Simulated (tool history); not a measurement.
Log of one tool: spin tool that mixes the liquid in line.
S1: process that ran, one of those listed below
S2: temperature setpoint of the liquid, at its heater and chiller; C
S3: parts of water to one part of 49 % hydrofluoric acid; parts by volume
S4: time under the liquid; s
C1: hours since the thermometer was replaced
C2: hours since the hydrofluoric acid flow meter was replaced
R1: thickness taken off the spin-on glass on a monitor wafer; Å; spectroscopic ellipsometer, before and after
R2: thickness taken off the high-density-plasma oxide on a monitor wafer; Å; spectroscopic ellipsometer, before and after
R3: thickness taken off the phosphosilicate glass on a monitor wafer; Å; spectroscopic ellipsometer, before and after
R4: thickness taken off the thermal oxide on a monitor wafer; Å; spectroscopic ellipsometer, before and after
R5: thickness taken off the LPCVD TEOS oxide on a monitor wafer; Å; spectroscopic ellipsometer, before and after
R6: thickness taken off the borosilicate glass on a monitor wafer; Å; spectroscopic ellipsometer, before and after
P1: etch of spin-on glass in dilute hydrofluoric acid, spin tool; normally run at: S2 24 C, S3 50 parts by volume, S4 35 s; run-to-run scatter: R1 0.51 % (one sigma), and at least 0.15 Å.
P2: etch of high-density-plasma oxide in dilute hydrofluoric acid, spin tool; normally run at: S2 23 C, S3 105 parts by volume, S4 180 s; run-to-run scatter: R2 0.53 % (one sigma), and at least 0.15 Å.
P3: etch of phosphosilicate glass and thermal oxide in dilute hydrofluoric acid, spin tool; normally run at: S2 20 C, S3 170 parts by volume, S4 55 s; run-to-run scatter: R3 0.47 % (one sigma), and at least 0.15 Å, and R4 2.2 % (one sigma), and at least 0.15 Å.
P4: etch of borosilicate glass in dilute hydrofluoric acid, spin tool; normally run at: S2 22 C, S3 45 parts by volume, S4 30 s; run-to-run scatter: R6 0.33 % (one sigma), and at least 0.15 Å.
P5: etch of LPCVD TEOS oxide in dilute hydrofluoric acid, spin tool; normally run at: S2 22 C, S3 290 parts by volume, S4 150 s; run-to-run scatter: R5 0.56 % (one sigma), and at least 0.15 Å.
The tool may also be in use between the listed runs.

run,hour,S1,S2,S3,S4,C1,C2,R1,R2,R3,R4,R5,R6
1,6.8,P1,24,50,35,507.9,119.2,419.84,,,,,
2,14.5,P1,17,50,35,515.6,126.9,313.45,,,,,
3,19.4,P1,24,20,35,520.5,131.8,1098.1,,,,,
4,23.7,P1,24,50,35,524.8,136.1,420.35,,,,,
5,30.5,P1,24,50,60,531.6,142.9,722.76,,,,,
6,38.7,P2,23,155,180,539.8,151.1,,66.651,,,,
7,45.7,P3,20,170,15,546.8,158.1,,,69.693,2.9861,,
8,52.9,P1,24,50,35,554,165.3,417.93,,,,,
9,61.4,P5,22,455,150,562.5,173.8,,,,,68.112,
10,66.8,P1,24,50,20,567.9,179.2,243.31,,,,,
11,72,P1,24,90,35,573.1,184.4,223.23,,,,,
12,79.1,P4,22,45,30,580.2,191.5,,,,,,146.99
# hour 79.3: thermometer replaced
13,87.6,P5,22,290,150,8.3,200,,,,,122.32,
14,91.5,P2,23,105,35,12.2,203.9,,20.334,,,,
15,95.7,P2,17,105,180,16.4,208.1,,80.522,,,,
16,100.9,P5,22,290,265,21.6,213.3,,,,,216.33,
17,105.8,P1,29.5,50,50,26.5,218.2,746.8,,,,,
18,112.4,P3,20,170,55,33.1,224.8,,,256.01,11.33,,
19,118.8,P4,22,45,30,39.5,231.2,,,,,,145.81
20,126.8,P5,30.5,290,150,47.5,239.2,,,,,164.94,
21,132.3,P1,31.5,50,35,53,244.7,562.05,,,,,
22,138.6,P2,23,105,180,59.3,251,,103.08,,,,
23,145,P1,24,50,35,65.7,257.4,424.56,,,,,
24,151.6,P4,30,45,30,72.3,264,,,,,,204.8
25,159.8,P4,22,30,30,80.5,272.2,,,,,,224.95
26,166.2,P3,20,170,55,86.9,278.6,,,256.81,10.46,,
27,171.5,P1,24,50,35,92.2,283.9,419.59,,,,,
28,175.7,P3,20,260,55,96.4,288.1,,,152.97,6.671,,
29,179.8,P3,17,170,55,100.5,292.2,,,228.01,9.7184,,
30,187.2,P4,22,45,15,107.9,299.6,,,,,,73.698
31,195.3,P1,24,50,35,116,307.7,421.89,,,,,
32,203.1,P1,24,50,35,123.8,315.5,405.02,,,,,
33,208.8,P1,24,50,35,129.5,321.2,401.02,,,,,
34,214.2,P1,24,50,35,134.9,326.6,399.6,,,,,
35,220.3,P1,24,50,35,141,332.7,396.68,,,,,
36,225.4,P1,24,50,35,146.1,337.8,394.49,,,,,
37,231.8,P1,24,50,35,152.5,344.2,393.85,,,,,
38,236.1,P1,24,50,35,156.8,348.5,391.7,,,,,

What P1 gives has crept away from where it was. These 2 causes fit the log equally well, each at the size given:
A: liquid colder than its thermometer reads (K) = 1.67
B: hydrofluoric acid flow below the setpoint (%) = 6.27
The creep began at about hour 195.3.

4 check runs are offered, each on 2 wafers whose results are averaged, their results left as question marks. Which one tells the causes apart?
check 1,240.4,P2,23,105,105,,,,?,,,,
check 2,240.4,P3,17,170,25,,,,,?,?,,
check 3,240.4,P5,28,420,150,,,,,,,?,
check 4,240.4,P4,27,45,15,,,,,,,,?

What each check would give under each cause:
check,result,if A,if B
check 1,R2,56.337,56
check 2,R3,96.576,95.888
check 2,R4,4.2038,4.1738
check 3,R5,86.81,83.474
check 4,R6,84.341,84.239
How far apart the two closest causes lie, in the result that separates them most: check 1 0.6 %; check 2 0.72 %; check 3 3.92 %; check 4 0.12 %
Only check 3 tells the causes apart: in the others they would give nearly the same result.

Then check 3 was run and gave: R5 83.559 Å. Which cause is it?

It is B: hydrofluoric acid flow below the setpoint (%).
